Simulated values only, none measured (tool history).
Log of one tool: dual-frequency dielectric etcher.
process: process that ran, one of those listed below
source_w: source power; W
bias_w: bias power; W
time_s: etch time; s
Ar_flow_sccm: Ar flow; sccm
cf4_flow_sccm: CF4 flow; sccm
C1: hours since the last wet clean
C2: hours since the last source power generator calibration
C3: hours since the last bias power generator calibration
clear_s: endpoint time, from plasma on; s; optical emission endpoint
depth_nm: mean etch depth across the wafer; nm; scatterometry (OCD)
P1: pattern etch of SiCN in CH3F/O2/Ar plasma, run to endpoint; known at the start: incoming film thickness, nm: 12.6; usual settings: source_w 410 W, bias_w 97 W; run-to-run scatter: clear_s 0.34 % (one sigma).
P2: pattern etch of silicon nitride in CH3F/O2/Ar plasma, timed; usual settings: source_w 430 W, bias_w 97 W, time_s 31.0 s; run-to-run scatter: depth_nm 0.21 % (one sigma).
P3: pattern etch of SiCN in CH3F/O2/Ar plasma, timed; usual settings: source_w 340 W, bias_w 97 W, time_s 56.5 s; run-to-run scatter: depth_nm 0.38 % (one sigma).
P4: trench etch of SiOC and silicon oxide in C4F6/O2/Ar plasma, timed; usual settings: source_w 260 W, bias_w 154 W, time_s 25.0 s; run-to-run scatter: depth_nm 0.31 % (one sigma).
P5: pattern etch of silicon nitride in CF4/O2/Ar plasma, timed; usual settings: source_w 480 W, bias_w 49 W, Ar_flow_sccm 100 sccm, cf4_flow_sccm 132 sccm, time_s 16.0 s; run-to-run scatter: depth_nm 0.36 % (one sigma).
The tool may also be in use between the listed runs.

{"run": 1, "hour": 12.2, "process": "P1", "source_w": 410, "bias_w": 97, "C1": 263.8, "C2": 2133.3, "C3": 723.6, "clear_s": 29.73}
{"run": 2, "hour": 18.3, "process": "P4", "source_w": 350, "bias_w": 154, "time_s": 25.0, "C1": 269.9, "C2": 2139.4, "C3": 729.7, "depth_nm": 45.142}
{"run": 3, "hour": 32.1, "process": "P1", "source_w": 410, "bias_w": 132, "C1": 283.7, "C2": 2153.2, "C3": 743.5, "clear_s": 26.055}
{"run": 4, "hour": 40.1, "process": "P2", "source_w": 430, "bias_w": 97, "time_s": 47.0, "C1": 291.7, "C2": 2161.2, "C3": 751.5, "depth_nm": 38.822}
{"run": 5, "hour": 47.8, "process": "P1", "source_w": 410, "bias_w": 97, "C1": 299.4, "C2": 2168.9, "C3": 759.2, "clear_s": 29.556}
{"run": 6, "hour": 57.8, "process": "P1", "source_w": 410, "bias_w": 72, "C1": 309.4, "C2": 2178.9, "C3": 769.2, "clear_s": 33.056}
{"run": 7, "hour": 69.1, "process": "P5", "source_w": 480, "bias_w": 49, "time_s": 16.0, "Ar_flow_sccm": 78, "cf4_flow_sccm": 132, "C1": 320.7, "C2": 2190.2, "C3": 780.5, "depth_nm": 31.102}
{"run": 8, "hour": 75.9, "process": "P5", "source_w": 480, "bias_w": 49, "time_s": 16.0, "Ar_flow_sccm": 100, "cf4_flow_sccm": 79, "C1": 327.5, "C2": 2197.0, "C3": 787.3, "depth_nm": 28.368}
{"run": 9, "hour": 84.4, "process": "P1", "source_w": 300, "bias_w": 97, "C1": 336.0, "C2": 2205.5, "C3": 795.8, "clear_s": 32.982}
{"run": 10, "hour": 93.2, "process": "P4", "source_w": 260, "bias_w": 154, "time_s": 25.0, "C1": 344.8, "C2": 2214.3, "C3": 804.6, "depth_nm": 40.048}
{"run": 11, "hour": 103.1, "process": "P3", "source_w": 340, "bias_w": 70, "time_s": 56.5, "C1": 354.7, "C2": 2224.2, "C3": 814.5, "depth_nm": 19.423}
{"run": 12, "hour": 112.1, "process": "P5", "source_w": 480, "bias_w": 38, "time_s": 16.0, "Ar_flow_sccm": 100, "cf4_flow_sccm": 132, "C1": 363.7, "C2": 2233.2, "C3": 823.5, "depth_nm": 27.853}
{"run": 13, "hour": 121.6, "process": "P1", "source_w": 310, "bias_w": 73, "C1": 373.2, "C2": 2242.7, "C3": 833.0, "clear_s": 36.266}
{"run": 14, "hour": 130.6, "process": "P5", "source_w": 480, "bias_w": 49, "time_s": 16.0, "Ar_flow_sccm": 100, "cf4_flow_sccm": 132, "C1": 382.2, "C2": 2251.7, "C3": 842.0, "depth_nm": 30.141}
{"run": 15, "hour": 136.9, "process": "P3", "source_w": 210, "bias_w": 97, "time_s": 56.5, "C1": 388.5, "C2": 2258.0, "C3": 848.3, "depth_nm": 18.286}
{"run": 16, "hour": 143.8, "process": "P2", "source_w": 430, "bias_w": 97, "time_s": 31.0, "C1": 395.4, "C2": 2264.9, "C3": 855.2, "depth_nm": 25.535}
{"hour": 150.1, "done": "wet clean of the chamber"}
{"run": 17, "hour": 153.2, "process": "P1", "source_w": 310, "bias_w": 119, "C1": 3.2, "C2": 2274.3, "C3": 864.6, "clear_s": 30.304}
{"run": 18, "hour": 166.2, "process": "P4", "source_w": 260, "bias_w": 211, "time_s": 25.0, "C1": 16.2, "C2": 2287.3, "C3": 877.6, "depth_nm": 44.222}
{"run": 19, "hour": 178.3, "process": "P2", "source_w": 510, "bias_w": 97, "time_s": 31.0, "C1": 28.3, "C2": 2299.4, "C3": 889.7, "depth_nm": 27.385}
{"run": 20, "hour": 187.0, "process": "P3", "source_w": 340, "bias_w": 97, "time_s": 56.5, "C1": 37.0, "C2": 2308.1, "C3": 898.4, "depth_nm": 21.903}
{"run": 21, "hour": 200.9, "process": "P5", "source_w": 480, "bias_w": 49, "time_s": 23.5, "Ar_flow_sccm": 100, "cf4_flow_sccm": 132, "C1": 50.9, "C2": 2322.0, "C3": 912.3, "depth_nm": 44.356}
{"run": 22, "hour": 214.7, "process": "P1", "source_w": 520, "bias_w": 97, "C1": 64.7, "C2": 2335.8, "C3": 926.1, "clear_s": 26.894}
{"run": 23, "hour": 221.5, "process": "P4", "source_w": 260, "bias_w": 154, "time_s": 34.0, "C1": 71.5, "C2": 2342.6, "C3": 932.9, "depth_nm": 54.421}
{"run": 24, "hour": 232.9, "process": "P1", "source_w": 410, "bias_w": 97, "C1": 82.9, "C2": 2354.0, "C3": 944.3, "clear_s": 29.521}
{"run": 25, "hour": 244.7, "process": "P2", "source_w": 430, "bias_w": 65, "time_s": 31.0, "C1": 94.7, "C2": 2365.8, "C3": 956.1, "depth_nm": 22.325}
{"run": 26, "hour": 257.9, "process": "P5", "source_w": 320, "bias_w": 49, "time_s": 16.0, "Ar_flow_sccm": 100, "cf4_flow_sccm": 132, "C1": 107.9, "C2": 2379.0, "C3": 969.3, "depth_nm": 21.13}
{"run": 27, "hour": 265.3, "process": "P1", "source_w": 270, "bias_w": 68, "C1": 115.3, "C2": 2386.4, "C3": 976.7, "clear_s": 39.394}
{"run": 28, "hour": 274.2, "process": "P1", "source_w": 410, "bias_w": 97, "C1": 124.2, "C2": 2395.3, "C3": 985.6, "clear_s": 29.527}
{"run": 29, "hour": 283.0, "process": "P5", "source_w": 480, "bias_w": 49, "time_s": 16.0, "Ar_flow_sccm": 100, "cf4_flow_sccm": 132, "C1": 133.0, "C2": 2404.1, "C3": 994.4, "depth_nm": 30.239}
{"run": 30, "hour": 291.0, "process": "P4", "source_w": 260, "bias_w": 154, "time_s": 25.0, "C1": 141.0, "C2": 2412.1, "C3": 1002.4, "depth_nm": 40.069}
{"run": 31, "hour": 300.5, "process": "P3", "source_w": 340, "bias_w": 97, "time_s": 77.0, "C1": 150.5, "C2": 2421.6, "C3": 1011.9, "depth_nm": 29.727}
{"run": 32, "hour": 309.8, "process": "P1", "source_w": 410, "bias_w": 97, "C1": 159.8, "C2": 2430.9, "C3": 1021.2, "clear_s": 29.814}
{"run": 33, "hour": 322.8, "process": "P1", "source_w": 410, "bias_w": 97, "C1": 172.8, "C2": 2443.9, "C3": 1034.2, "clear_s": 29.175}
{"run": 34, "hour": 332.5, "process": "P1", "source_w": 410, "bias_w": 97, "C1": 182.5, "C2": 2453.6, "C3": 1043.9, "clear_s": 29.074}
{"run": 35, "hour": 343.3, "process": "P1", "source_w": 410, "bias_w": 97, "C1": 193.3, "C2": 2464.4, "C3": 1054.7, "clear_s": 29.048}
{"run": 36, "hour": 350.8, "process": "P1", "source_w": 410, "bias_w": 97, "C1": 200.8, "C2": 2471.9, "C3": 1062.2, "clear_s": 29.194}
{"hour": 354.2, "done": "wet clean of the chamber"}
{"run": 37, "hour": 358.5, "process": "P1", "source_w": 410, "bias_w": 97, "C1": 4.3, "C2": 2479.6, "C3": 1069.9, "clear_s": 28.963}
{"run": 38, "hour": 369.7, "process": "P1", "source_w": 410, "bias_w": 97, "C1": 15.5, "C2": 2490.8, "C3": 1081.1, "clear_s": 29.077}
{"run": 39, "hour": 379.5, "process": "P1", "source_w": 410, "bias_w": 97, "C1": 25.3, "C2": 2500.6, "C3": 1090.9, "clear_s": 29.12}
{"run": 40, "hour": 392.8, "process": "P1", "source_w": 410, "bias_w": 97, "C1": 38.6, "C2": 2513.9, "C3": 1104.2, "clear_s": 29.041}

What P1 gives has crept away from where it was. These 2 causes fit the log equally well, each at the size given:
A: bias power that arrives over what is set, % = 4.59
B: source power that arrives over what is set, % = 4.67
The creep began at about hour 309.8.
Why every other cause is out:
chamber walls in a state that raises the etch rate, %: serviced at hour 354.2, which brought nothing back

4 check runs are offered, each on 2 wafers whose results are averaged, their results left as question marks. Which one tells the causes apart?
{"run": "check 1", "hour": 406.1, "process": "P5", "source_w": 480, "bias_w": 49, "time_s": 16.0, "Ar_flow_sccm": 100, "cf4_flow_sccm": 132, "depth_nm": "?"}
{"run": "check 2", "hour": 406.1, "process": "P2", "source_w": 430, "bias_w": 97, "time_s": 31.0, "depth_nm": "?"}
{"run": "check 3", "hour": 406.1, "process": "P3", "source_w": 340, "bias_w": 97, "time_s": 56.5, "depth_nm": "?"}
{"run": "check 4", "hour": 406.1, "process": "P4", "source_w": 260, "bias_w": 154, "time_s": 25.0, "depth_nm": "?"}

What each check would give under each cause:
check=check_1 result=depth_nm if_A=30.757 if_B=31.493
check=check_2 result=depth_nm if_A=26.074 if_B=26.092
check=check_3 result=depth_nm if_A=22.197 if_B=22.192
check=check_4 result=depth_nm if_A=40.502 if_B=40.645
How far apart the two closest causes lie, in the result that separates them most: check 1 2.37 %; check 2 0.07 %; check 3 0.03 %; check 4 0.35 %
Only check 1 tells the causes apart: in the others they would give nearly the same result.

Check 1 was then run and gave: depth_nm 31.351 nm. Which cause is it?

It is B: source power that arrives over what is set, %.
